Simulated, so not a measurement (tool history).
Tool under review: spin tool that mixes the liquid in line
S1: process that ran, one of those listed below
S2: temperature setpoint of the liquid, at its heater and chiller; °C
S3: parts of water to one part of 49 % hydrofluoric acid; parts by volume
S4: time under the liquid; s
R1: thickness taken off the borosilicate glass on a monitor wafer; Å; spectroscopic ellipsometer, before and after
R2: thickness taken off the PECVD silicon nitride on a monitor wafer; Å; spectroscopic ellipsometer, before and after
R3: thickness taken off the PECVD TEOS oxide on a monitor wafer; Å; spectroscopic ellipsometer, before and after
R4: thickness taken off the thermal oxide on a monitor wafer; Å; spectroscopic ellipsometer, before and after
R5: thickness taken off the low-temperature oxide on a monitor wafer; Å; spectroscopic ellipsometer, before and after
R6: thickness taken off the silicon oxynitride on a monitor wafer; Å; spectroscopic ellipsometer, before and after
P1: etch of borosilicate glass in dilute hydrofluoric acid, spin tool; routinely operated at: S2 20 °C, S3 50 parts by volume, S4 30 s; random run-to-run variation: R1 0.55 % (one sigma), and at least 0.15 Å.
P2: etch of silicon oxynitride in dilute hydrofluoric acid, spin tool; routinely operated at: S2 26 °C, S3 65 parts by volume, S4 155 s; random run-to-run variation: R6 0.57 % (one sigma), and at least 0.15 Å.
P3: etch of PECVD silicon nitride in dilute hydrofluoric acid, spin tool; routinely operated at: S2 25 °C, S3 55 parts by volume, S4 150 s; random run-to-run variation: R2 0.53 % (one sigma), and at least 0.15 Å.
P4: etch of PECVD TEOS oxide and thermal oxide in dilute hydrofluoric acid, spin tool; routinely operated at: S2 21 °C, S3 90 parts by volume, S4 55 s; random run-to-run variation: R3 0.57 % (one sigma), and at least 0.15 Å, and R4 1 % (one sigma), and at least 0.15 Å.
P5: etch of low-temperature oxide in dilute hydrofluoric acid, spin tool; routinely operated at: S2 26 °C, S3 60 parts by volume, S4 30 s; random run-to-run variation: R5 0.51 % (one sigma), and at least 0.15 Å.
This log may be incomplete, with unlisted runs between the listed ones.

run 1 hour=10.9 | S1=P1 S2=20 S3=50 S4=30 | R1=309.82
run 2 hour=22.6 | S1=P1 S2=28 S3=50 S4=30 | R1=430.74
run 3 hour=31.5 | S1=P3 S2=25 S3=55 S4=150 | R2=50.695
run 4 hour=42.1 | S1=P1 S2=20 S3=50 S4=15 | R1=155.43
run 5 hour=52.3 | S1=P4 S2=21 S3=90 S4=15 | R3=25.569 R4=7.2111
run 6 hour=63 | S1=P1 S2=20 S3=50 S4=30 | R1=308.88
run 7 hour=76.9 | S1=P4 S2=21 S3=90 S4=55 | R3=94.217 R4=27.299
run 8 hour=87.1 | S1=P1 S2=20 S3=50 S4=30 | R1=308.51
run 9 hour=100.6 | S1=P1 S2=20 S3=50 S4=30 | R1=308.82
run 10 hour=113.9 | S1=P5 S2=26 S3=60 S4=30 | R5=130.6
run 11 hour=126.5 | S1=P2 S2=26 S3=65 S4=260 | R6=220.85
run 12 hour=134.3 | S1=P1 S2=20 S3=20 S4=30 | R1=808.08
run 13 hour=146.5 | S1=P5 S2=34 S3=60 S4=30 | R5=178.21
run 14 hour=159.9 | S1=P3 S2=25 S3=100 S4=150 | R2=27.913
run 15 hour=170.7 | S1=P1 S2=20 S3=75 S4=30 | R1=199.28
run 16 hour=180.4 | S1=P2 S2=26 S3=65 S4=155 | R6=131.47
run 17 hour=190.3 | S1=P3 S2=25 S3=55 S4=150 | R2=50.687
run 18 hour=199.7 | S1=P4 S2=21 S3=35 S4=55 | R3=257.87 R4=72.982
run 19 hour=207.8 | S1=P1 S2=20 S3=50 S4=55 | R1=568.32
run 20 hour=219.7 | S1=P3 S2=31 S3=55 S4=150 | R2=74.558
run 21 hour=230.4 | S1=P5 S2=26 S3=35 S4=30 | R5=232.48
run 22 hour=240.5 | S1=P2 S2=33.5 S3=65 S4=155 | R6=185.4
run 23 hour=250.3 | S1=P1 S2=20 S3=20 S4=50 | R1=1345.1
run 24 hour=257.3 | S1=P2 S2=26 S3=100 S4=155 | R6=82.452
run 25 hour=267.7 | S1=P1 S2=17 S3=50 S4=30 | R1=274.03
run 26 hour=278.2 | S1=P1 S2=20 S3=50 S4=30 | R1=312.35
run 27 hour=290.7 | S1=P5 S2=26 S3=60 S4=50 | R5=217.43
run 28 hour=301.1 | S1=P3 S2=25 S3=55 S4=215 | R2=72.206
run 29 hour=308.3 | S1=P4 S2=28 S3=90 S4=55 | R3=123.53 R4=35.707
run 30 hour=314.9 | S1=P1 S2=20 S3=50 S4=30 | R1=309.43
run 31 hour=326.1 | S1=P1 S2=20 S3=50 S4=30 | R1=318.31
run 32 hour=340 | S1=P1 S2=20 S3=50 S4=30 | R1=326.81
run 33 hour=347.7 | S1=P1 S2=20 S3=50 S4=30 | R1=326.42
run 34 hour=354.5 | S1=P1 S2=20 S3=50 S4=30 | R1=327.18
run 35 hour=360.8 | S1=P1 S2=20 S3=50 S4=30 | R1=326.91
run 36 hour=370.6 | S1=P1 S2=20 S3=50 S4=30 | R1=329.34
run 37 hour=377.9 | S1=P1 S2=20 S3=50 S4=30 | R1=329.44
run 38 hour=385.1 | S1=P1 S2=20 S3=50 S4=30 | R1=330.92
run 39 hour=391.4 | S1=P1 S2=20 S3=50 S4=30 | R1=333.69
run 40 hour=399.3 | S1=P1 S2=20 S3=50 S4=30 | R1=331.57

P1 no longer gives what it gave before; its output has crept away from where it was. The following 2 causes, each at its listed size, fit the log equally well:
A: hydrofluoric acid flow above the setpoint (%) = 6.21
B: liquid hotter than its thermometer reads (K) = 1.52
Creep in the process output first set in at about hour 314.9.

4 check runs are offered, each on 2 wafers whose results are averaged, their results left as question marks. Which one tells the causes apart?
run check 1 hour=407.2 | S1=P3 S2=25 S3=55 S4=150 | R2=?
run check 2 hour=407.2 | S1=P2 S2=26 S3=65 S4=155 | R6=?
run check 3 hour=407.2 | S1=P5 S2=26 S3=60 S4=30 | R5=?
run check 4 hour=407.2 | S1=P4 S2=21 S3=90 S4=55 | R3=? R4=?

If the cause were each of the candidates in turn, the checks would give the following:
check=check_1 result=R2 if_A=53.61 if_B=55.893
check=check_2 result=R6 if_A=139.74 if_B=140.88
check=check_3 result=R5 if_A=139.41 if_B=138.79
check=check_4 result=R3 if_A=100.06 if_B=99.617
check=check_4 result=R4 if_A=28.663 if_B=28.535
Separation of the two closest causes in each check, using whichever result separates them best: check 1 4.17 %; check 2 0.81 %; check 3 0.44 %; check 4 0.45 %
Check 1 distinguishes between the causes, while the remaining checks would return nearly the same result for all of them.

Running check 1 produced the following: R2 53.758 Å. Which one of the listed causes fits?

It was cause A: hydrofluoric acid flow above the setpoint (%).

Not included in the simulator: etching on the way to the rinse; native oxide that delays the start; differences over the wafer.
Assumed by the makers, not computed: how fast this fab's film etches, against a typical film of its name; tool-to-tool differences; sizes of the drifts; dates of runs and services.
